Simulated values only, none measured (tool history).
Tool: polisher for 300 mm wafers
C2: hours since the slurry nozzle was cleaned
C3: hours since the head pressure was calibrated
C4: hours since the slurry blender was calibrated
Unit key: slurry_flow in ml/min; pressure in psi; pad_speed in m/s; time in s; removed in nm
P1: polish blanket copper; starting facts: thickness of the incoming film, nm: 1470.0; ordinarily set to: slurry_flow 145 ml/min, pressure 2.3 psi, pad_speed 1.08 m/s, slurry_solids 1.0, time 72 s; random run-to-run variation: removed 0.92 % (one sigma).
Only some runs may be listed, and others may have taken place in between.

{"run": 1, "day": 0.212, "slurry_flow": 145, "pressure": 2.3, "pad_speed": 1.08, "slurry_solids": 1.0, "time": 72, "wafers polished on this pad": 500, "C2": 138.7, "C3": 645.6, "C4": 214.1, "removed": 198.22}
{"run": 2, "day": 0.433, "slurry_flow": 145, "pressure": 2.3, "pad_speed": 1.36, "slurry_solids": 1.0, "time": 72, "wafers polished on this pad": 539, "C2": 144.0, "C3": 650.9, "C4": 219.4, "removed": 247.74}
{"run": 3, "day": 0.642, "slurry_flow": 145, "pressure": 1.4, "pad_speed": 1.08, "slurry_solids": 1.0, "time": 72, "wafers polished on this pad": 577, "C2": 149.0, "C3": 655.9, "C4": 224.4, "removed": 118.67}
{"run": 4, "day": 0.942, "slurry_flow": 145, "pressure": 3.6, "pad_speed": 1.08, "slurry_solids": 1.0, "time": 72, "wafers polished on this pad": 630, "C2": 156.2, "C3": 663.1, "C4": 231.6, "removed": 311.56}
{"run": 5, "day": 1.104, "slurry_flow": 145, "pressure": 3.1, "pad_speed": 1.08, "slurry_solids": 1.0, "time": 103, "wafers polished on this pad": 659, "C2": 160.1, "C3": 667.0, "C4": 235.5, "removed": 378.13}
{"run": 6, "day": 1.325, "slurry_flow": 145, "pressure": 2.3, "pad_speed": 1.08, "slurry_solids": 0.7, "time": 100, "wafers polished on this pad": 699, "C2": 165.4, "C3": 672.3, "C4": 240.8, "removed": 259.34}
{"run": 7, "day": 1.592, "slurry_flow": 145, "pressure": 2.3, "pad_speed": 0.48, "slurry_solids": 1.0, "time": 72, "wafers polished on this pad": 747, "C2": 171.8, "C3": 678.7, "C4": 247.2, "removed": 89.192}
{"day": 1.767, "done": "slurry nozzle cleaned"}
{"run": 8, "day": 1.833, "slurry_flow": 145, "pressure": 2.3, "pad_speed": 1.08, "slurry_solids": 1.0, "time": 72, "wafers polished on this pad": 790, "C2": 1.7, "C3": 684.5, "C4": 253.0, "removed": 199.1}
{"run": 9, "day": 2.117, "slurry_flow": 145, "pressure": 3.3, "pad_speed": 1.08, "slurry_solids": 0.8, "time": 72, "wafers polished on this pad": 841, "C2": 8.5, "C3": 691.3, "C4": 259.8, "removed": 267.11}
{"run": 10, "day": 2.433, "slurry_flow": 145, "pressure": 2.3, "pad_speed": 1.08, "slurry_solids": 1.0, "time": 105, "wafers polished on this pad": 897, "C2": 16.1, "C3": 698.9, "C4": 267.4, "removed": 285.48}
{"run": 11, "day": 2.658, "slurry_flow": 145, "pressure": 2.3, "pad_speed": 1.08, "slurry_solids": 1.0, "time": 72, "wafers polished on this pad": 937, "C2": 21.5, "C3": 704.3, "C4": 272.8, "removed": 197.57}
{"run": 12, "day": 2.842, "slurry_flow": 145, "pressure": 2.3, "pad_speed": 1.08, "slurry_solids": 1.0, "time": 72, "wafers polished on this pad": 970, "C2": 25.9, "C3": 708.7, "C4": 277.2, "removed": 198.61}
{"run": 13, "day": 3.104, "slurry_flow": 145, "pressure": 2.3, "pad_speed": 1.08, "slurry_solids": 0.8, "time": 72, "wafers polished on this pad": 1017, "C2": 32.2, "C3": 715.0, "C4": 283.5, "removed": 189.31}
{"run": 14, "day": 3.35, "slurry_flow": 145, "pressure": 2.3, "pad_speed": 1.08, "slurry_solids": 1.0, "time": 72, "wafers polished on this pad": 1061, "C2": 38.1, "C3": 720.9, "C4": 289.4, "removed": 200.99}
{"run": 15, "day": 3.55, "slurry_flow": 145, "pressure": 2.3, "pad_speed": 1.08, "slurry_solids": 1.0, "time": 72, "wafers polished on this pad": 1097, "C2": 42.9, "C3": 725.7, "C4": 294.2, "removed": 198.87}
{"run": 16, "day": 3.733, "slurry_flow": 145, "pressure": 2.3, "pad_speed": 1.08, "slurry_solids": 1.0, "time": 45, "wafers polished on this pad": 1130, "C2": 47.3, "C3": 730.1, "C4": 298.6, "removed": 123.22}
{"run": 17, "day": 3.988, "slurry_flow": 85, "pressure": 2.3, "pad_speed": 1.08, "slurry_solids": 1.0, "time": 72, "wafers polished on this pad": 1175, "C2": 53.4, "C3": 736.2, "C4": 304.7, "removed": 174.02}
{"run": 18, "day": 4.204, "slurry_flow": 145, "pressure": 2.3, "pad_speed": 1.08, "slurry_solids": 1.5, "time": 72, "wafers polished on this pad": 1214, "C2": 58.6, "C3": 741.4, "C4": 309.9, "removed": 214.33}
{"run": 19, "day": 4.492, "slurry_flow": 210, "pressure": 2.3, "pad_speed": 1.08, "slurry_solids": 1.0, "time": 72, "wafers polished on this pad": 1266, "C2": 65.5, "C3": 748.3, "C4": 316.8, "removed": 208.98}
{"run": 20, "day": 4.812, "slurry_flow": 145, "pressure": 2.3, "pad_speed": 1.08, "slurry_solids": 1.0, "time": 72, "wafers polished on this pad": 1323, "C2": 73.2, "C3": 756.0, "C4": 324.5, "removed": 197.63}
{"run": 21, "day": 5.038, "slurry_flow": 145, "pressure": 2.3, "pad_speed": 1.08, "slurry_solids": 1.0, "time": 72, "wafers polished on this pad": 1363, "C2": 78.6, "C3": 761.4, "C4": 329.9, "removed": 189.7}
{"run": 22, "day": 5.292, "slurry_flow": 145, "pressure": 2.3, "pad_speed": 1.08, "slurry_solids": 1.0, "time": 72, "wafers polished on this pad": 1409, "C2": 84.7, "C3": 767.5, "C4": 336.0, "removed": 186.75}
{"run": 23, "day": 5.621, "slurry_flow": 145, "pressure": 2.3, "pad_speed": 1.08, "slurry_solids": 1.0, "time": 72, "wafers polished on this pad": 1468, "C2": 92.6, "C3": 775.4, "C4": 343.9, "removed": 186.6}
{"run": 24, "day": 5.925, "slurry_flow": 145, "pressure": 2.3, "pad_speed": 1.08, "slurry_solids": 1.0, "time": 72, "wafers polished on this pad": 1522, "C2": 99.9, "C3": 782.7, "C4": 351.2, "removed": 181.01}
{"run": 25, "day": 6.125, "slurry_flow": 145, "pressure": 2.3, "pad_speed": 1.08, "slurry_solids": 1.0, "time": 72, "wafers polished on this pad": 1558, "C2": 104.7, "C3": 787.5, "C4": 356.0, "removed": 178.63}
{"day": 6.171, "done": "worn pad replaced by a new one"}
{"day": 6.283, "done": "slurry blender recalibrated"}
{"run": 26, "day": 6.425, "slurry_flow": 145, "pressure": 2.3, "pad_speed": 1.08, "slurry_solids": 1.0, "time": 72, "wafers polished on this pad": 45, "C2": 111.9, "C3": 794.7, "C4": 3.5, "removed": 177.34}
{"run": 27, "day": 6.692, "slurry_flow": 145, "pressure": 2.3, "pad_speed": 1.08, "slurry_solids": 1.0, "time": 72, "wafers polished on this pad": 93, "C2": 118.3, "C3": 801.1, "C4": 9.9, "removed": 176.46}
{"run": 28, "day": 6.838, "slurry_flow": 145, "pressure": 2.3, "pad_speed": 1.08, "slurry_solids": 1.0, "time": 72, "wafers polished on this pad": 119, "C2": 121.8, "C3": 804.6, "C4": 13.4, "removed": 176.37}

Compared with where it was, what P1 gives has crept away. Each cause listed below fits the log as well as the rest, at the size given for it:
A: slurry flow missing at the pad, % = 37.5
B: head's pressure below its setpoint, % = 9.95
Onset of the creep was near day 4.812.
Each remaining cause and why it is not a fit:
removal rate lost through wear of the pad, %: was serviced at day 6.171, once the creep was under way, yet the earlier output never came back
abrasive missing from the slurry, %: was serviced at day 6.283, once the creep was under way, yet the earlier output never came back

Below are 4 check runs, each averaged over 5 wafers, with their results shown as question marks. Which of them would give clearly different results depending on which cause is behind the drift?
{"run": "check 1", "day": 6.983, "slurry_flow": 210, "pressure": 2.3, "pad_speed": 1.08, "slurry_solids": 1.45, "time": 72, "removed": "?"}
{"run": "check 2", "day": 6.983, "slurry_flow": 145, "pressure": 2.3, "pad_speed": 0.5, "slurry_solids": 1.0, "time": 72, "removed": "?"}
{"run": "check 3", "day": 6.983, "slurry_flow": 145, "pressure": 2.3, "pad_speed": 1.08, "slurry_solids": 1.35, "time": 57, "removed": "?"}
{"run": "check 4", "day": 6.983, "slurry_flow": 145, "pressure": 2.3, "pad_speed": 0.86, "slurry_solids": 1.0, "time": 103, "removed": "?"}

If the cause were each of the candidates in turn, the checks would give the following:
check=check_1 result=removed if_A=210.990 if_B=204.740
check=check_2 result=removed if_A=82.618 if_B=82.617
check=check_3 result=removed if_A=150.830 if_B=150.830
check=check_4 result=removed if_A=203.290 if_B=203.280
Per check, the gap between the least separated pair of causes, taken in the result that splits them most: check 1 3.01 %; check 2 0 %; check 3 0 %; check 4 0 %
Only in check 1 would the causes give clearly different results; in the remaining checks their results would be nearly the same.

With check 1 done, the readings were: removed 211.530 nm. Identify which of the listed causes applies.

It was cause A: slurry flow missing at the pad, %.

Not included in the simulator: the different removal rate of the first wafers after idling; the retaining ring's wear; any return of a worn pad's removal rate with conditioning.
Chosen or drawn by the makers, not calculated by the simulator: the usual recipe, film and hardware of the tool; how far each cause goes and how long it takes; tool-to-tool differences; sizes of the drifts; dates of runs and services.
